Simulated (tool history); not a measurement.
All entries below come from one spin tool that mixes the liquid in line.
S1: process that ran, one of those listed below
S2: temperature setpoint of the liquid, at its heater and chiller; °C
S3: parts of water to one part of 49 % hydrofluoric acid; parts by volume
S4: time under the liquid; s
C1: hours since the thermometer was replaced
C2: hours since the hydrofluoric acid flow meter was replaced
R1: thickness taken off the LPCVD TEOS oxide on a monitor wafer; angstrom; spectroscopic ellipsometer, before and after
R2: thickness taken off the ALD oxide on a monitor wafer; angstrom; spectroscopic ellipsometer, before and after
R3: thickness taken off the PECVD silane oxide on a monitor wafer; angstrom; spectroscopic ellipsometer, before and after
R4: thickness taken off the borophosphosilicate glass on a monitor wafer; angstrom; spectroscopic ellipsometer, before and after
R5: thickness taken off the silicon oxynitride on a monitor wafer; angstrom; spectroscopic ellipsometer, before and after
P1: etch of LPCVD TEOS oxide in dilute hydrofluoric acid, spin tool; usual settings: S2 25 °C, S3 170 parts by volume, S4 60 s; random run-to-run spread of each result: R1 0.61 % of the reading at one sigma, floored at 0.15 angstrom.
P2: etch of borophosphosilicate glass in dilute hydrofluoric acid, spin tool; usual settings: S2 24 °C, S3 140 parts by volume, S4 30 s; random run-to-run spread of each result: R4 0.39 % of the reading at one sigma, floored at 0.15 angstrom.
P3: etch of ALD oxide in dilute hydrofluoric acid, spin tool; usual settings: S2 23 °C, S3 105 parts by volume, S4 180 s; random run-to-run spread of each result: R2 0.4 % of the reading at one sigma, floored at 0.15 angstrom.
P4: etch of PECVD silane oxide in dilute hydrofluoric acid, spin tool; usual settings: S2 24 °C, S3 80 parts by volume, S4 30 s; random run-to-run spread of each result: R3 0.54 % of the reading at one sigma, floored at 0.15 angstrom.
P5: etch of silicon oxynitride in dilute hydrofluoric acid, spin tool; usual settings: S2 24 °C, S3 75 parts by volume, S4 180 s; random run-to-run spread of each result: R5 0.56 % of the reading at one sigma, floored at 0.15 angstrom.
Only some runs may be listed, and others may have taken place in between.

{"run": 1, "hour": 2.5, "S1": "P1", "S2": 25, "S3": 170, "S4": 60, "C1": 1530.2, "C2": 795.1, "R1": 57.105}
{"run": 2, "hour": 7.7, "S1": "P3", "S2": 23, "S3": 105, "S4": 180, "C1": 1535.4, "C2": 800.3, "R2": 322.59}
{"run": 3, "hour": 11.8, "S1": "P4", "S2": 28, "S3": 80, "S4": 30, "C1": 1539.5, "C2": 804.4, "R3": 223.67}
{"run": 4, "hour": 14.8, "S1": "P1", "S2": 25, "S3": 40, "S4": 60, "C1": 1542.5, "C2": 807.4, "R1": 277.95}
{"run": 5, "hour": 20.3, "S1": "P1", "S2": 30.5, "S3": 170, "S4": 60, "C1": 1548, "C2": 812.9, "R1": 68.408}
{"run": 6, "hour": 22.8, "S1": "P3", "S2": 29, "S3": 105, "S4": 180, "C1": 1550.5, "C2": 815.4, "R2": 409.03}
{"run": 7, "hour": 26.5, "S1": "P2", "S2": 24, "S3": 140, "S4": 30, "C1": 1554.2, "C2": 819.1, "R4": 126.78}
{"run": 8, "hour": 31.6, "S1": "P4", "S2": 24, "S3": 125, "S4": 30, "C1": 1559.3, "C2": 824.2, "R3": 115.1}
{"run": 9, "hour": 34.9, "S1": "P3", "S2": 23, "S3": 105, "S4": 15, "C1": 1562.6, "C2": 827.5, "R2": 26.79}
{"run": 10, "hour": 39.5, "S1": "P3", "S2": 23, "S3": 185, "S4": 180, "C1": 1567.2, "C2": 832.1, "R2": 167.58}
{"run": 11, "hour": 44.1, "S1": "P5", "S2": 28, "S3": 75, "S4": 180, "C1": 1571.8, "C2": 836.7, "R5": 68.817}
{"run": 12, "hour": 48.0, "S1": "P1", "S2": 25, "S3": 170, "S4": 60, "C1": 1575.7, "C2": 840.6, "R1": 56.356}
{"hour": 52.2, "done": "thermometer replaced"}
{"run": 13, "hour": 53.3, "S1": "P2", "S2": 24, "S3": 140, "S4": 60, "C1": 1.1, "C2": 845.9, "R4": 254.66}
{"run": 14, "hour": 57.3, "S1": "P1", "S2": 25, "S3": 170, "S4": 15, "C1": 5.1, "C2": 849.9, "R1": 14.328}
{"run": 15, "hour": 61.7, "S1": "P1", "S2": 25, "S3": 295, "S4": 60, "C1": 9.5, "C2": 854.3, "R1": 28.471}
{"run": 16, "hour": 64.9, "S1": "P1", "S2": 25, "S3": 170, "S4": 60, "C1": 12.7, "C2": 857.5, "R1": 56.057}
{"run": 17, "hour": 69.8, "S1": "P5", "S2": 24, "S3": 25, "S4": 180, "C1": 17.6, "C2": 862.4, "R5": 176.35}
{"run": 18, "hour": 73.0, "S1": "P5", "S2": 24, "S3": 75, "S4": 180, "C1": 20.8, "C2": 865.6, "R5": 56.866}
{"run": 19, "hour": 76.4, "S1": "P1", "S2": 25, "S3": 170, "S4": 60, "C1": 24.2, "C2": 869, "R1": 56.529}
{"run": 20, "hour": 81.4, "S1": "P4", "S2": 24, "S3": 80, "S4": 15, "C1": 29.2, "C2": 874, "R3": 94.689}
{"run": 21, "hour": 85.5, "S1": "P1", "S2": 25, "S3": 170, "S4": 60, "C1": 33.3, "C2": 878.1, "R1": 56.292}
{"run": 22, "hour": 90.6, "S1": "P2", "S2": 24, "S3": 250, "S4": 30, "C1": 38.4, "C2": 883.2, "R4": 62.526}
{"run": 23, "hour": 94.1, "S1": "P4", "S2": 24, "S3": 80, "S4": 30, "C1": 41.9, "C2": 886.7, "R3": 189.81}
{"run": 24, "hour": 97.9, "S1": "P5", "S2": 24, "S3": 75, "S4": 180, "C1": 45.7, "C2": 890.5, "R5": 57.312}
{"run": 25, "hour": 103.5, "S1": "P4", "S2": 24, "S3": 80, "S4": 30, "C1": 51.3, "C2": 896.1, "R3": 190.49}
{"run": 26, "hour": 108.4, "S1": "P1", "S2": 30, "S3": 170, "S4": 15, "C1": 56.2, "C2": 901, "R1": 16.585}
{"run": 27, "hour": 112.1, "S1": "P1", "S2": 20, "S3": 170, "S4": 60, "C1": 59.9, "C2": 904.7, "R1": 46.557}
{"run": 28, "hour": 117.6, "S1": "P3", "S2": 23, "S3": 105, "S4": 180, "C1": 65.4, "C2": 910.2, "R2": 322.86}
{"run": 29, "hour": 121.9, "S1": "P1", "S2": 25, "S3": 170, "S4": 60, "C1": 69.7, "C2": 914.5, "R1": 56.172}
{"run": 30, "hour": 125.3, "S1": "P5", "S2": 24, "S3": 75, "S4": 25, "C1": 73.1, "C2": 917.9, "R5": 8.0357}

Run 31 has not been measured yet. What should we expect?
{"run": 31, "hour": 130.5, "S1": "P1", "S2": 18.5, "S3": 170, "S4": 85, "C1": 78.3, "C2": 923.1, "R1": "?"}

Run 31 measured R1 61.88 angstrom.
